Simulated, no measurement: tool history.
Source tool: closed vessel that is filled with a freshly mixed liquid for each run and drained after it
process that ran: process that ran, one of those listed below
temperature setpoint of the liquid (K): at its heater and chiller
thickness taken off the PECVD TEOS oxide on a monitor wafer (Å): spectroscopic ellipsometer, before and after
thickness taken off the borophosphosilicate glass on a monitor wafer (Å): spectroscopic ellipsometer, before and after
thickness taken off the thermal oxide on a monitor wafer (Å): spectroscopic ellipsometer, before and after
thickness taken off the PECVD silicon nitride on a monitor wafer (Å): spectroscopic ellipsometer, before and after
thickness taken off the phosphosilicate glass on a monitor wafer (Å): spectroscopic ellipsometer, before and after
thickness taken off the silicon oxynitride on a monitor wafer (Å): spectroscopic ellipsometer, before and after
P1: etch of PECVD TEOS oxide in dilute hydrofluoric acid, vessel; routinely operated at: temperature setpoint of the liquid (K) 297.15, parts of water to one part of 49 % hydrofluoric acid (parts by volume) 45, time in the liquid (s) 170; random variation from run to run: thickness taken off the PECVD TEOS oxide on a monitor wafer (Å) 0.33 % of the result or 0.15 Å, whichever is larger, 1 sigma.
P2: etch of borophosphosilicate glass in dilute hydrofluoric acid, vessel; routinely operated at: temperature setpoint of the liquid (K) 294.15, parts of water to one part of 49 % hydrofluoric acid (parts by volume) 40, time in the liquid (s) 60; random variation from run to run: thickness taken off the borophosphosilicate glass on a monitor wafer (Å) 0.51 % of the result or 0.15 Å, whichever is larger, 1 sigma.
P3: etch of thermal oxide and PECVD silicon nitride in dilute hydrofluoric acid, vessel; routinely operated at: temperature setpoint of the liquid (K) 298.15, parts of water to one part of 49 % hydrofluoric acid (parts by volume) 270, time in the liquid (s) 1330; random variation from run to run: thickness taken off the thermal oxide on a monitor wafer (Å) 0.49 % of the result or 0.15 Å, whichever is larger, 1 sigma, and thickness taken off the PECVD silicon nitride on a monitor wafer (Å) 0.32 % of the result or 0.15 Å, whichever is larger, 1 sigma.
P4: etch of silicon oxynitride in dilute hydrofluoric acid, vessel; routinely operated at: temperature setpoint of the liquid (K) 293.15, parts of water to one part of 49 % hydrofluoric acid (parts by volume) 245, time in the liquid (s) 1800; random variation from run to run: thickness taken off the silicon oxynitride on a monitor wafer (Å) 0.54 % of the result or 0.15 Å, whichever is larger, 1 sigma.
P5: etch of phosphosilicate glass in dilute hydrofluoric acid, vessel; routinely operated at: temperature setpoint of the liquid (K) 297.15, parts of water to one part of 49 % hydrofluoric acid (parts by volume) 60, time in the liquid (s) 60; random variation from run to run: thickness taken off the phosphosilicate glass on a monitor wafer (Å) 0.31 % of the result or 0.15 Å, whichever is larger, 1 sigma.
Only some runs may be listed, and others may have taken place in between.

run,day,process that ran,temperature setpoint of the liquid (K),parts of water to one part of 49 % hydrofluoric acid (parts by volume),time in the liquid (s),thickness taken off the PECVD TEOS oxide on a monitor wafer (Å),thickness taken off the borophosphosilicate glass on a monitor wafer (Å),thickness taken off the thermal oxide on a monitor wafer (Å),thickness taken off the PECVD silicon nitride on a monitor wafer (Å),thickness taken off the phosphosilicate glass on a monitor wafer (Å),thickness taken off the silicon oxynitride on a monitor wafer (Å)
1,0.25,P1,297.15,45,170,558.52,,,,,
2,0.512,P2,294.15,40,60,,394.33,,,,
3,0.971,P1,297.15,45,170,559.01,,,,,
4,1.375,P1,297.15,45,320,1057.8,,,,,
5,1.871,P3,298.15,270,1330,,,209.41,300.01,,
6,2.204,P1,297.15,45,95,311.81,,,,,
7,2.533,P1,297.15,20,170,1299.6,,,,,
8,2.8,P1,291.65,45,170,443.13,,,,,
9,3.154,P1,303.65,45,170,726.16,,,,,
10,3.625,P2,294.15,75,60,,200.47,,,,
11,3.983,P2,301.65,40,60,,532.65,,,,
12,4.358,P1,297.15,65,170,375.4,,,,,
13,4.792,P1,297.15,45,170,559.08,,,,,
14,5.154,P5,297.15,20,60,,,,,2571.5,
15,5.608,P4,293.15,360,1800,,,,,,90.752
16,6.125,P1,290.15,45,250,609.07,,,,,
17,6.429,P3,304.15,270,1330,,,253.85,428.39,,
18,6.9,P4,290.15,245,1800,,,,,,122.81
19,7.288,P1,297.15,65,310,690,,,,,
20,7.579,P1,297.15,45,170,560.5,,,,,
21,8.029,P3,298.15,445,1330,,,106.09,181.77,,
22,8.396,P4,293.15,245,1800,,,,,,140.98
23,8.8,P1,297.15,25,40,244.07,,,,,
24,9.262,P4,293.15,245,2725,,,,,,218.08
25,9.629,P4,293.15,245,1800,,,,,,143.82
26,9.958,P3,298.15,270,1330,,,207.24,299.45,,
27,10.442,P5,297.15,60,60,,,,,807.95,
28,10.708,P2,294.15,40,30,,194.51,,,,
29,11.225,P5,297.15,60,30,,,,,404.96,
30,11.492,P5,305.15,60,60,,,,,1106.3,
31,11.754,P3,298.15,270,540,,,83.586,121.2,,
32,12.096,P1,297.15,45,170,561.85,,,,,
33,12.558,P1,297.15,45,170,558.09,,,,,
34,12.933,P1,297.15,45,170,578.88,,,,,
35,13.4,P1,297.15,45,170,598.3,,,,,
36,13.775,P1,297.15,45,170,605.19,,,,,
37,14.258,P1,297.15,45,170,608.63,,,,,
38,14.488,P1,297.15,45,170,614.21,,,,,
39,14.746,P1,297.15,45,170,615.51,,,,,
40,15.233,P1,297.15,45,170,617.91,,,,,
41,15.475,P1,297.15,45,170,616.9,,,,,
42,15.712,P1,297.15,45,170,615.83,,,,,

The log shows P1 creeping away from where it was. Any of the 2 causes listed here, at the size stated for it, fits the log just as well as the others:
A: hydrofluoric acid flow above the setpoint (%) = 9.77
B: liquid hotter than its thermometer reads (K) = 2.41
At approximately day 12.558, the process output began to creep.

Below are 4 check runs, each on a single wafer, with their results shown as question marks. Which of them would tell the listed causes apart, meaning the causes would give clearly different results under it?
check 1,15.95,P3,298.15,270,1330,,,?,?,,
check 2,15.95,P2,294.15,40,60,,?,,,,
check 3,15.95,P5,297.15,60,60,,,,,?,
check 4,15.95,P4,293.15,245,1800,,,,,,?

Outcome of each check run for each possible cause:
check,result,if A,if B
check 1,thickness taken off the thermal oxide on a monitor wafer (Å),233.31,225.26
check 1,thickness taken off the PECVD silicon nitride on a monitor wafer (Å),328.11,345.8
check 2,thickness taken off the borophosphosilicate glass on a monitor wafer (Å),432.61,434.23
check 3,thickness taken off the phosphosilicate glass on a monitor wafer (Å),895.45,892.96
check 4,thickness taken off the silicon oxynitride on a monitor wafer (Å),158.66,158.83
How far apart the two closest causes lie, in the result that separates them most: check 1 5.25 %; check 2 0.37 %; check 3 0.28 %; check 4 0.11 %
Check 1 tells the causes apart: in the others they would give nearly the same result.

After running check 1, the following was obtained: thickness taken off the thermal oxide on a monitor wafer (Å) 223.13; thickness taken off the PECVD silicon nitride on a monitor wafer (Å) 345.34. Which cause does this point to?

The correct cause is B, namely: liquid hotter than its thermometer reads (K).

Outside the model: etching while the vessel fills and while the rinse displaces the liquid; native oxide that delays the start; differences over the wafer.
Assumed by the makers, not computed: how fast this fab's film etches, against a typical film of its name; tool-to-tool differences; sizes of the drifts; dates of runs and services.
